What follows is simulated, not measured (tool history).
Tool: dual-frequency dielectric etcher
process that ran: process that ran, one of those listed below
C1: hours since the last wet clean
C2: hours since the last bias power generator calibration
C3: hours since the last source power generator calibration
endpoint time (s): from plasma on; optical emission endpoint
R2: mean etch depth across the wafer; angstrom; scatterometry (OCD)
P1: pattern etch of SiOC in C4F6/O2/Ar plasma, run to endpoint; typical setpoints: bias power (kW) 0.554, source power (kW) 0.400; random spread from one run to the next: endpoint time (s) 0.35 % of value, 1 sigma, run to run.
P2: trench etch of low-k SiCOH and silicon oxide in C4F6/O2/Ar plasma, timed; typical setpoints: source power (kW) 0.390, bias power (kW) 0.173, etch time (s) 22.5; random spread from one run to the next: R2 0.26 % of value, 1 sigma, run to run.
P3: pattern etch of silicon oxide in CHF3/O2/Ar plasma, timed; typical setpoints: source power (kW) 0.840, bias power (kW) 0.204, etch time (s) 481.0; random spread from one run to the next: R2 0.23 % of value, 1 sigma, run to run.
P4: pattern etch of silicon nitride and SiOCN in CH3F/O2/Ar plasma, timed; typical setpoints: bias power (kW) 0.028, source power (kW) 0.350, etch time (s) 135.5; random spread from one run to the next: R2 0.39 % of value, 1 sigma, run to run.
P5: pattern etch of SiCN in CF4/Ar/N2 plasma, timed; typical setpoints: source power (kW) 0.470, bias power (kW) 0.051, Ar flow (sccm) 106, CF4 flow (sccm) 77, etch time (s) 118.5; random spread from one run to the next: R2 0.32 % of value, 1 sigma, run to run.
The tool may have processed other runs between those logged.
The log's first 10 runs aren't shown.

{"run": 11, "hour": 78.5, "process that ran": "P4", "bias power (kW)": 0.028, "source power (kW)": 0.35, "etch time (s)": 183.0, "C1": 34.3, "C2": 1087.0, "C3": 796.4, "R2": 260.22}
{"run": 12, "hour": 86.0, "process that ran": "P1", "bias power (kW)": 0.655, "source power (kW)": 0.31, "C1": 41.8, "C2": 1094.5, "C3": 803.9, "endpoint time (s)": 11.595}
{"run": 13, "hour": 94.2, "process that ran": "P1", "bias power (kW)": 0.361, "source power (kW)": 0.4, "C1": 50.0, "C2": 1102.7, "C3": 812.1, "endpoint time (s)": 13.206}
{"run": 14, "hour": 99.2, "process that ran": "P5", "bias power (kW)": 0.051, "source power (kW)": 0.47, "etch time (s)": 65.0, "Ar flow (sccm)": 106, "CF4 flow (sccm)": 77, "C1": 55.0, "C2": 1107.7, "C3": 817.1, "R2": 529.32}
{"run": 15, "hour": 106.4, "process that ran": "P1", "bias power (kW)": 0.554, "source power (kW)": 0.55, "C1": 62.2, "C2": 1114.9, "C3": 824.3, "endpoint time (s)": 9.965}
{"run": 16, "hour": 114.3, "process that ran": "P2", "bias power (kW)": 0.173, "source power (kW)": 0.46, "etch time (s)": 22.5, "C1": 70.1, "C2": 1122.8, "C3": 832.2, "R2": 734.23}
{"run": 17, "hour": 120.3, "process that ran": "P3", "bias power (kW)": 0.204, "source power (kW)": 0.84, "etch time (s)": 700.0, "C1": 76.1, "C2": 1128.8, "C3": 838.2, "R2": 16792.0}
{"run": 18, "hour": 130.3, "process that ran": "P4", "bias power (kW)": 0.028, "source power (kW)": 0.35, "etch time (s)": 135.5, "C1": 86.1, "C2": 1138.8, "C3": 848.2, "R2": 193.38}
{"run": 19, "hour": 136.5, "process that ran": "P3", "bias power (kW)": 0.204, "source power (kW)": 0.84, "etch time (s)": 481.0, "C1": 92.3, "C2": 1145.0, "C3": 854.4, "R2": 11550.0}
{"run": 20, "hour": 143.8, "process that ran": "P3", "bias power (kW)": 0.204, "source power (kW)": 0.84, "etch time (s)": 481.0, "C1": 99.6, "C2": 1152.3, "C3": 861.7, "R2": 11535.0}
{"run": 21, "hour": 150.2, "process that ran": "P2", "bias power (kW)": 0.173, "source power (kW)": 0.39, "etch time (s)": 17.0, "C1": 106.0, "C2": 1158.7, "C3": 868.1, "R2": 517.02}
{"run": 22, "hour": 159.1, "process that ran": "P5", "bias power (kW)": 0.051, "source power (kW)": 0.47, "etch time (s)": 118.5, "Ar flow (sccm)": 65, "CF4 flow (sccm)": 77, "C1": 114.9, "C2": 1167.6, "C3": 877.0, "R2": 1050.3}
{"run": 23, "hour": 163.6, "process that ran": "P4", "bias power (kW)": 0.028, "source power (kW)": 0.35, "etch time (s)": 135.5, "C1": 119.4, "C2": 1172.1, "C3": 881.5, "R2": 193.46}
{"run": 24, "hour": 170.1, "process that ran": "P2", "bias power (kW)": 0.173, "source power (kW)": 0.39, "etch time (s)": 22.5, "C1": 125.9, "C2": 1178.6, "C3": 888.0, "R2": 684.79}
{"run": 25, "hour": 177.9, "process that ran": "P5", "bias power (kW)": 0.051, "source power (kW)": 0.59, "etch time (s)": 118.5, "Ar flow (sccm)": 106, "CF4 flow (sccm)": 77, "C1": 133.7, "C2": 1186.4, "C3": 895.8, "R2": 1194.3}
{"run": 26, "hour": 186.1, "process that ran": "P1", "bias power (kW)": 0.706, "source power (kW)": 0.51, "C1": 141.9, "C2": 1194.6, "C3": 904.0, "endpoint time (s)": 9.3472}
{"run": 27, "hour": 191.0, "process that ran": "P3", "bias power (kW)": 0.15, "source power (kW)": 0.84, "etch time (s)": 481.0, "C1": 146.8, "C2": 1199.5, "C3": 908.9, "R2": 10451.0}
{"run": 28, "hour": 200.2, "process that ran": "P1", "bias power (kW)": 0.554, "source power (kW)": 0.4, "C1": 156.0, "C2": 1208.7, "C3": 918.1, "endpoint time (s)": 11.285}
{"run": 29, "hour": 207.4, "process that ran": "P1", "bias power (kW)": 0.554, "source power (kW)": 0.4, "C1": 163.2, "C2": 1215.9, "C3": 925.3, "endpoint time (s)": 11.222}
{"run": 30, "hour": 212.3, "process that ran": "P3", "bias power (kW)": 0.204, "source power (kW)": 1.06, "etch time (s)": 481.0, "C1": 168.1, "C2": 1220.8, "C3": 930.2, "R2": 12657.0}
{"run": 31, "hour": 220.2, "process that ran": "P1", "bias power (kW)": 0.554, "source power (kW)": 0.4, "C1": 176.0, "C2": 1228.7, "C3": 938.1, "endpoint time (s)": 11.307}
{"run": 32, "hour": 229.9, "process that ran": "P4", "bias power (kW)": 0.028, "source power (kW)": 0.27, "etch time (s)": 135.5, "C1": 185.7, "C2": 1238.4, "C3": 947.8, "R2": 176.12}

Expected results for the next run?
{"run": 33, "hour": 238.4, "process that ran": "P5", "bias power (kW)": 0.051, "source power (kW)": 0.47, "etch time (s)": 118.5, "Ar flow (sccm)": 106, "CF4 flow (sccm)": 77, "C1": 194.2, "C2": 1246.9, "C3": 956.3, "R2": "?"}

Run 33 produced R2 973.78 angstrom.
